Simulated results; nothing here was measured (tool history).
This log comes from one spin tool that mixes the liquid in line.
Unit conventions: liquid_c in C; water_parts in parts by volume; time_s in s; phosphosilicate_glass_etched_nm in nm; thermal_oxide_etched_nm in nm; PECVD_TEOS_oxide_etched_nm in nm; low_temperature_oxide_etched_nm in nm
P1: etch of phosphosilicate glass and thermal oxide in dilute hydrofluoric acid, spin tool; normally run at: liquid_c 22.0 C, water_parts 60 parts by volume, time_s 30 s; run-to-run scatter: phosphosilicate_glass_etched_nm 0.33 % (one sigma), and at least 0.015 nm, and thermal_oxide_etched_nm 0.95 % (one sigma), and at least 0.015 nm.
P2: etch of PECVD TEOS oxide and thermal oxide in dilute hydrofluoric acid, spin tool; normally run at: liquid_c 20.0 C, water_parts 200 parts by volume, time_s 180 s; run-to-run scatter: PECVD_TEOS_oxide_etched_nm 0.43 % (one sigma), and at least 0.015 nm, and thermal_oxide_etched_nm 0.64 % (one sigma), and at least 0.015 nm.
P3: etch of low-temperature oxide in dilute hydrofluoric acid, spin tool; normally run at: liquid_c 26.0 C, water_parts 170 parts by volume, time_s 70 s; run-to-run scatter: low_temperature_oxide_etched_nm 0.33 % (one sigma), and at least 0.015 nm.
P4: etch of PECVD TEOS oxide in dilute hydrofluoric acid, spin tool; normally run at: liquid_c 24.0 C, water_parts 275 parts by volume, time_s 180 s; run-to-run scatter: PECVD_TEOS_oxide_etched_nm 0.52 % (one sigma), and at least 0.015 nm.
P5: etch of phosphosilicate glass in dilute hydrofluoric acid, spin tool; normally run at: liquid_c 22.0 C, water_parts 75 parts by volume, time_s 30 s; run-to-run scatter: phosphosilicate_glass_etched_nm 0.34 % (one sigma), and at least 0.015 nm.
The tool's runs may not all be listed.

run   hour  process  liquid_c  water_parts  time_s  phosphosilicate_glass_etched_nm  thermal_oxide_etched_nm  PECVD_TEOS_oxide_etched_nm  low_temperature_oxide_etched_nm
  1    9.7       P1      22.0           60      30                           58.255                   2.3207
  2   16.3       P1      17.0           95      30                           28.637                   1.1307
  3   26.1       P1      22.0           60      30                           58.284                   2.2926
  4   32.5       P5      22.0           20      30                          141.770
  5   40.7       P1      22.0           25      30                          146.310                   5.7205
  6   51.1       P5      22.0           75      15                           17.560
  7   58.1       P5      17.0           75      30                           28.643
  8   67.6       P1      17.0           60      50                           79.153                   3.0370
  9   80.8       P2      20.0          200     180                                                    3.1270                      9.6963
 10   89.4       P3      33.5          170      70                                                                                                                 8.5814
 11   99.9       P4      24.0          275     180                                                                                8.9516
 12  109.8       P3      26.0          170      70                                                                                                                 6.5208
 13  122.3       P1      26.0           60      30                           68.605                   2.6976
 14  134.2       P4      24.0          275     350                                                                               17.3820
 15  142.9       P1      22.0           60      65                          126.960                   4.8662
 16  155.9       P2      20.0          100     180                                                    6.9605                     21.5850
 17  164.8       P4      24.0          275     180                                                                                8.9646
 18  171.4       P4      17.0          275     180                                                                                6.8674
 19  183.7       P2      24.5          200     180                                                    3.7170                     11.4780
 20  191.0       P2      20.0          200     180                                                    3.1191                      9.6414
 21  202.7       P1      17.0           60      30                           47.437                   1.8092
 22  213.7       P1      22.0           60      30                           58.212                   2.3231
 23  221.4       P1      22.0           60      30                           58.708                   2.2711
 24  230.2       P1      22.0           60      15                           29.105                   1.1327
 25  237.7       P4      24.0          480     180                                                                                4.2662
 26  250.0       P5      22.0           75      30                           35.322
 27  258.6       P1      22.0           85      30                           40.056                   1.5440
 28  271.5       P3      26.0          170     105                                                                                                                 9.8330
 29  283.8       P3      26.0           30      70                                                                                                                44.1360
 30  298.1       P2      20.0          200     335                                                    5.7963                     18.0750
 31  306.6       P1      22.0           60      30                           58.641                   2.3015
 32  313.5       P1      22.0           60      30                           60.539                   2.3567
 33  323.9       P1      22.0           60      30                           62.040                   2.4237
 34  334.7       P1      22.0           60      30                           63.175                   2.4771
 35  345.9       P1      22.0           60      30                           63.970                   2.5101
 36  353.0       P1      22.0           60      30                           64.006                   2.4984
 37  362.6       P1      22.0           60      30                           64.416                   2.4925
 38  369.4       P1      22.0           60      30                           64.568                   2.5262
 39  383.3       P1      22.0           60      30                           64.495                   2.4686

What P1 gives has crept away from where it was. These 2 causes fit the log equally well, each at the size given:
A: hydrofluoric acid flow above the setpoint (%) = 9.68
B: liquid hotter than its thermometer reads (K) = 2.41
At approximately hour 306.6, the process output began to creep.

4 check runs are offered, one wafer each, their results left as question marks. Which one tells the causes apart?
check 1  397.2       P2      20.0          110     275                                                         ?                           ?
check 2  397.2       P5      22.0           20      15                                ?
check 3  397.2       P3      33.0           35      70                                                                                                                      ?
check 4  397.2       P4      24.0          385     265                                                                                     ?

Check results expected under each cause:
  check                           result     if A     if B
check 1          thermal_oxide_etched_nm  10.5680  10.5060
check 1       PECVD_TEOS_oxide_etched_nm  32.8610  32.6680
check 2  phosphosilicate_glass_etched_nm   77.779   78.356
check 3  low_temperature_oxide_etched_nm  54.9940  54.7350
check 4       PECVD_TEOS_oxide_etched_nm   9.6045   9.1810
How far apart the two closest causes lie, in the result that separates them most: check 1 0.59 %; check 2 0.74 %; check 3 0.47 %; check 4 4.51 %
The causes can be told apart only by check 4. The other checks would give nearly the same results under each of them.

Then check 4 was run and gave: PECVD_TEOS_oxide_etched_nm 9.6199 nm. Which cause is it?

It is A: hydrofluoric acid flow above the setpoint (%).
